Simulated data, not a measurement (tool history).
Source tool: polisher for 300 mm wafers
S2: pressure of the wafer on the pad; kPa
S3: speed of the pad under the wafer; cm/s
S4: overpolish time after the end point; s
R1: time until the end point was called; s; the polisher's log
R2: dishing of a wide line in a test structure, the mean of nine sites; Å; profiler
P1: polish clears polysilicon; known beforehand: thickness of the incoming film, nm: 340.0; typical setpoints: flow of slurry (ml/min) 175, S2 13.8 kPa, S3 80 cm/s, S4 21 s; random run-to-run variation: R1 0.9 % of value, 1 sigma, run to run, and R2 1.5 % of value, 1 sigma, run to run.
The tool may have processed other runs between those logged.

{"run": 1, "hour": 13.3, "flow of slurry (ml/min)": 175, "S2": 13.8, "S3": 80, "S4": 21, "R1": 45.874, "R2": 346.14}
{"run": 2, "hour": 22.6, "flow of slurry (ml/min)": 175, "S2": 17.2, "S3": 100, "S4": 21, "R1": 29.047, "R2": 339.04}
{"run": 3, "hour": 30.4, "flow of slurry (ml/min)": 175, "S2": 6.9, "S3": 80, "S4": 21, "R1": 92.0, "R2": 313.09}
{"run": 4, "hour": 40.7, "flow of slurry (ml/min)": 175, "S2": 13.8, "S3": 80, "S4": 6, "R1": 45.766, "R2": 251.97}
{"run": 5, "hour": 48.5, "flow of slurry (ml/min)": 220, "S2": 13.8, "S3": 80, "S4": 21, "R1": 44.718, "R2": 332.57}
{"run": 6, "hour": 58.0, "flow of slurry (ml/min)": 175, "S2": 13.8, "S3": 80, "S4": 21, "R1": 45.734, "R2": 349.89}
{"run": 7, "hour": 68.6, "flow of slurry (ml/min)": 175, "S2": 13.8, "S3": 80, "S4": 36, "R1": 45.604, "R2": 348.0}
{"hour": 81.0, "done": "head pressure recalibrated"}
{"run": 8, "hour": 82.1, "flow of slurry (ml/min)": 175, "S2": 13.8, "S3": 80, "S4": 21, "R1": 45.806, "R2": 341.53}
{"run": 9, "hour": 90.8, "flow of slurry (ml/min)": 105, "S2": 13.8, "S3": 80, "S4": 21, "R1": 50.384, "R2": 337.74}
{"run": 10, "hour": 104.9, "flow of slurry (ml/min)": 175, "S2": 13.8, "S3": 40, "S4": 21, "R1": 92.006, "R2": 312.87}
{"run": 11, "hour": 115.9, "flow of slurry (ml/min)": 175, "S2": 13.8, "S3": 126, "S4": 21, "R1": 28.835, "R2": 348.7}
{"run": 12, "hour": 122.2, "flow of slurry (ml/min)": 175, "S2": 21.4, "S3": 80, "S4": 21, "R1": 29.879, "R2": 341.57}
{"run": 13, "hour": 130.5, "flow of slurry (ml/min)": 175, "S2": 13.8, "S3": 80, "S4": 21, "R1": 45.677, "R2": 341.29}

What does the tool deliver on the next run?
{"run": 14, "hour": 142.4, "flow of slurry (ml/min)": 175, "S2": 13.8, "S3": 80, "S4": 21, "R1": "?", "R2": "?"}

R1: 45.658 s
R2: 345.10 Å
